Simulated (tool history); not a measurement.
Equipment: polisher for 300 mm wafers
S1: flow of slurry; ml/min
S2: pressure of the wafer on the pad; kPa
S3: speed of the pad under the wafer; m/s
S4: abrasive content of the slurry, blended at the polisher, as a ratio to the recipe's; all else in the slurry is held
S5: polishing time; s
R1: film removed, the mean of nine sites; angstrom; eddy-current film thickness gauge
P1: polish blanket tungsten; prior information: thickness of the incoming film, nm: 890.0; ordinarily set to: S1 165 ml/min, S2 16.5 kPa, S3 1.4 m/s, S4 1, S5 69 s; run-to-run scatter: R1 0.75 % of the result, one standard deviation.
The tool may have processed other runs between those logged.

| run | hour | S1 | S2 | S3 | S4 | S5 | R1 |
|---|---|---|---|---|---|---|---|
| 1 | 4 | 165 | 16.5 | 1.4 | 1 | 69 | 3377.3 |
| 2 | 9.1 | 165 | 16.5 | 0.78 | 1 | 69 | 1886.3 |
| 3 | 12.8 | 165 | 16.5 | 1.4 | 1 | 69 | 3392.6 |
| 4 | 17.9 | 100 | 16.5 | 1.4 | 1 | 69 | 3061.1 |
| 5 | 22.4 | 165 | 11 | 1.4 | 1 | 69 | 2235.7 |
| 6 | 27 | 165 | 16.5 | 1.4 | 1 | 69 | 3432.5 |
| 7 | 31.9 | 100 | 16.5 | 1.4 | 1 | 31 | 1367.2 |
| 8 | 36.1 | 165 | 16.5 | 1.4 | 1 | 94 | 4574.5 |
| 9 | 39.1 | 165 | 16.5 | 1.4 | 1.35 | 69 | 3674.9 |
| 10 | 43.3 | 165 | 16.5 | 1.4 | 1 | 35 | 1724.4 |
| 11 | 49 | 255 | 16.5 | 1.4 | 1 | 69 | 3584.4 |
| 12 | 55.2 | 165 | 16.5 | 1.4 | 0.55 | 69 | 2967.4 |
| 13 | 61.4 | 165 | 16.5 | 1.4 | 1 | 69 | 3401.5 |
| 14 | 66.6 | 165 | 16.5 | 1.98 | 1 | 69 | 4773 |
| 15 | 71.9 | 165 | 25.5 | 1.4 | 1 | 69 | 5220.5 |
| 16 | 76.9 | 165 | 16.5 | 1.4 | 1 | 69 | 3348.9 |
| 17 | 79.8 | 165 | 16.5 | 1.4 | 1 | 69 | 3357.3 |
| 18 | 86.1 | 165 | 16.5 | 1.4 | 1 | 69 | 3251.2 |
| 19 | 90.7 | 165 | 16.5 | 1.4 | 1 | 69 | 3237 |
| 20 | 96.7 | 165 | 16.5 | 1.4 | 1 | 69 | 3153.9 |
| 21 | 99.9 | 165 | 16.5 | 1.4 | 1 | 69 | 3148.1 |
| 22 | 106.2 | 165 | 16.5 | 1.4 | 1 | 69 | 3147.8 |
|  | 109.9 | head pressure recalibrated |
| 23 | 111.6 | 165 | 16.5 | 1.4 | 1 | 69 | 3174.3 |
|  | 115.2 | worn pad replaced by a new one |
|  | 116.9 | slurry blender recalibrated |
| 24 | 118 | 165 | 16.5 | 1.4 | 1 | 69 | 3145.6 |
| 25 | 122.5 | 165 | 16.5 | 1.4 | 1 | 69 | 3148.6 |
| 26 | 128.4 | 165 | 16.5 | 1.4 | 1 | 69 | 3098.8 |
| 27 | 132.5 | 165 | 16.5 | 1.4 | 1 | 69 | 3126.3 |

The log shows P1 creeping away from where it was. Any of the 2 causes listed here, at the size stated for it, fits the log just as well as the others:
A: slurry flow missing at the pad, % = 33.7
B: peroxide lost from the slurry, % = 18.4
The gradual shift began around hour 76.9.
Every other cause this tool's parts could produce, and why it does not fit the log:
removal rate lost through wear of the pad, %: serviced at hour 115.2, after the drift had started, without restoring the earlier output
head's pressure below its setpoint, %: serviced at hour 109.9, after the drift had started, without restoring the earlier output
abrasive missing from the slurry, %: serviced at hour 116.9, after the drift had started, without restoring the earlier output

Which of the check runs below tells the causes apart, meaning the causes would give it clearly different results? Each run uses 2 wafers whose results are averaged, and each result is shown as a question mark.
| check 1 | 136.6 | 100 | 16.5 | 1.4 | 1 | 92 | ? |
| check 2 | 136.6 | 165 | 24.8 | 1.4 | 1 | 69 | ? |
| check 3 | 136.6 | 165 | 16.5 | 1.4 | 0.55 | 69 | ? |
| check 4 | 136.6 | 165 | 16.5 | 1.4 | 1 | 38 | ? |

Expected result of each check under each candidate cause:
| check | result | if A | if B |
|---|---|---|---|
| check 1 | R1 | 3607.8 | 3769.6 |
| check 2 | R1 | 4689.5 | 4688.8 |
| check 3 | R1 | 2725.5 | 2725.1 |
| check 4 | R1 | 1721.7 | 1721.5 |
Per check, the gap between the least separated pair of causes, taken in the result that splits them most: check 1 4.39 %; check 2 0.01 %; check 3 0.01 %; check 4 0.01 %
Of the check runs offered, only check 1 discriminates between the causes; the rest would read about the same regardless of which cause applies.

The results of check 1 are: R1 3619.6 angstrom. Based on these, which of the listed causes is it?

A is the cause: slurry flow missing at the pad, %.
